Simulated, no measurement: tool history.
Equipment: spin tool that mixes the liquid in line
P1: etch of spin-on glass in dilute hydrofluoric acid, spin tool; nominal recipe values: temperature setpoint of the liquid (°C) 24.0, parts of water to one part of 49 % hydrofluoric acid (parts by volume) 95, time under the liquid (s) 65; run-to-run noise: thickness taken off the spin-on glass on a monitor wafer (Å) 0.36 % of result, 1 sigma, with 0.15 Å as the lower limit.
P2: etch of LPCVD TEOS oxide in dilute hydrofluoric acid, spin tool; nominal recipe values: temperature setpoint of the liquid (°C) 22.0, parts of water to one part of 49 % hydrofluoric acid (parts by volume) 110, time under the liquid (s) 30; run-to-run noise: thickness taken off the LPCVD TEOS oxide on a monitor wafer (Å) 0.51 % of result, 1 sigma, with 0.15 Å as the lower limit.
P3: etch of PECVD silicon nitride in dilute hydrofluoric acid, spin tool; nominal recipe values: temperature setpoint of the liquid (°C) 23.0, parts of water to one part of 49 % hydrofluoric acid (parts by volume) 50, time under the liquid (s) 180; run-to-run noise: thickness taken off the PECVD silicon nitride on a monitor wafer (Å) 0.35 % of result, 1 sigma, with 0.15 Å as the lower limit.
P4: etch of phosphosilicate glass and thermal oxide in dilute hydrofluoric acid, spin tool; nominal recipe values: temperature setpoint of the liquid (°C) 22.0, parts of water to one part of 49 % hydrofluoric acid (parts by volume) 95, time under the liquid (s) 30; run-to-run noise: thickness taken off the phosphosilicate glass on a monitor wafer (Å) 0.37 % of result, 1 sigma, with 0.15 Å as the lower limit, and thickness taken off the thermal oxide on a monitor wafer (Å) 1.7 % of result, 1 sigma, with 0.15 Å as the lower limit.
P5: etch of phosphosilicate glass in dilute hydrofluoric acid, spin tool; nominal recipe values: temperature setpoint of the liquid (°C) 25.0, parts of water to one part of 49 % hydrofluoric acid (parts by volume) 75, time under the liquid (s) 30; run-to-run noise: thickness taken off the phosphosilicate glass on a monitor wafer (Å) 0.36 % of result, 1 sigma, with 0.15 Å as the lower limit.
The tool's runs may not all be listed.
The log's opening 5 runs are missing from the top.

run    day  process that ran  temperature setpoint of the liquid (°C)  parts of water to one part of 49 % hydrofluoric acid (parts by volume)  time under the liquid (s)  thickness taken off the spin-on glass on a monitor wafer (Å)  thickness taken off the LPCVD TEOS oxide on a monitor wafer (Å)  thickness taken off the phosphosilicate glass on a monitor wafer (Å)  thickness taken off the thermal oxide on a monitor wafer (Å)  thickness taken off the PECVD silicon nitride on a monitor wafer (Å)
  6  1.858                P1                                     27.5                                                                      95                         65                                                       168.740
  7  2.175                P5                                     25.0                                                                      75                         30                                                                                                                                                                                               430.03
  8  2.467                P2                                     22.0                                                                     110                         30                                                                                                                         65.632
  9  2.867                P1                                     24.0                                                                      95                         65                                                       147.180
 10  3.158                P4                                     22.0                                                                      95                         30                                                                                                                                                                                               503.31                                                        14.593
 11  3.417                P4                                     22.0                                                                      95                         60                                                                                                                                                                                              1001.30                                                        29.352
 12  3.658                P5                                     25.0                                                                      75                         30                                                                                                                                                                                               432.00
     3.700  -- hydrofluoric acid flow meter replaced
 13  4.138                P1                                     24.0                                                                      95                         65                                                       146.900
 14  4.562                P1                                     24.0                                                                      95                         65                                                       147.410
 15  4.862                P3                                     23.0                                                                      20                        180                                                                                                                                                                                                                                                                                                                                   221.66
 16  5.138                P1                                     27.5                                                                     160                         65                                                        92.090
 17  5.354                P1                                     24.0                                                                      95                         65                                                       147.970
 18  5.588                P1                                     24.0                                                                      95                        105                                                       239.510
 19  5.933                P3                                     23.0                                                                      50                        330                                                                                                                                                                                                                                                                                                                                   168.15
 20  6.242                P1                                     31.5                                                                      95                         20                                                        61.163
 21  6.721                P1                                     18.0                                                                      95                        115                                                       202.920
 22  7.121                P1                                     24.0                                                                     175                         65                                                        73.071
 23  7.588                P3                                     30.0                                                                      50                        180                                                                                                                                                                                                                                                                                                                                   146.03
 24  7.967                P4                                     17.0                                                                      95                         30                                                                                                                                                                                               407.32                                                        12.118
 25  8.204                P2                                     22.0                                                                     110                         30                                                                                                                         65.800
 26  8.617                P4                                     22.0                                                                      95                         30                                                                                                                                                                                               498.18                                                        15.030

Run 27 comes next. What will it give?
 27  9.079                P5                                     25.0                                                                     115                         30                                                                                                                                                                                                    ?

thickness taken off the phosphosilicate glass on a monitor wafer (Å): 266.58
